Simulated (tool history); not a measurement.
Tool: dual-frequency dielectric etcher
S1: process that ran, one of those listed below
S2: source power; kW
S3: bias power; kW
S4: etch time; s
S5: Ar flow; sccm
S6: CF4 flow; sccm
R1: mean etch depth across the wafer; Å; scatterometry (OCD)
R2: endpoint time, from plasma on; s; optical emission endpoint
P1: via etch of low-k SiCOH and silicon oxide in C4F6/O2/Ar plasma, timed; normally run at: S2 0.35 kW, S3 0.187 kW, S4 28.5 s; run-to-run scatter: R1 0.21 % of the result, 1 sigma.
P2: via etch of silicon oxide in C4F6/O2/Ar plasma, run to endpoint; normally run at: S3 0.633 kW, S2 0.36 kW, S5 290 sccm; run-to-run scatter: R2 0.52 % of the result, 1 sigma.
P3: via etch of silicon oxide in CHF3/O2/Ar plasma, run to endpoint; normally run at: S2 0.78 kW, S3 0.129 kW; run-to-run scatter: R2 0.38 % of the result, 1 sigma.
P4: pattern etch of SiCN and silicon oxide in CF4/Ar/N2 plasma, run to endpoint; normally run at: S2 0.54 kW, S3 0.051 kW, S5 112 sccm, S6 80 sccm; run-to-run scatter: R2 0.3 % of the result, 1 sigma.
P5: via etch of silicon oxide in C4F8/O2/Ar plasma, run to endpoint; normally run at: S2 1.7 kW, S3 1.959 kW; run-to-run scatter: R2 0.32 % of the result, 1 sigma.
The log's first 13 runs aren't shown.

run,hour,S1,S2,S3,S4,S5,S6,R1,R2
14,135.6,P5,1.7,1.959,,,,,197.85
15,147.6,P5,1.7,1.959,,,,,197.29
16,159,P4,0.54,0.051,,112,80,,18.293
17,167.5,P4,0.54,0.033,,112,80,,20.749
18,180.4,P4,0.54,0.051,,74,80,,17.171
19,187.3,P1,0.35,0.124,37.5,,,732.75,
20,197.8,P1,0.35,0.187,21.5,,,478.65,
21,206.2,P4,0.31,0.051,,112,80,,29.971
22,214.8,P1,0.35,0.187,28.5,,,633.1,
23,222.9,P2,0.36,0.633,,399,,,24.816
24,234.4,P1,0.35,0.243,28.5,,,691.5,
25,247.3,P1,0.35,0.187,28.5,,,632.72,
26,256,P2,0.36,0.633,,290,,,24.067
27,264.1,P3,0.78,0.079,,,,,354.72
28,273,P1,0.26,0.187,28.5,,,564.02,
29,279.2,P4,0.54,0.051,,112,101,,17.584
30,289.9,P5,1.13,1.959,,,,,232.78
31,298.8,P3,0.78,0.129,,,,,310.57
32,308,P3,0.46,0.129,,,,,380.28
33,314.7,P1,0.35,0.187,28.5,,,631.55,
34,328.3,P1,0.35,0.187,28.5,,,628.59,

Forecast run 35:
35,338.5,P1,0.35,0.187,28.5,,,?,

{"run 35": {"R1": 625.5}}
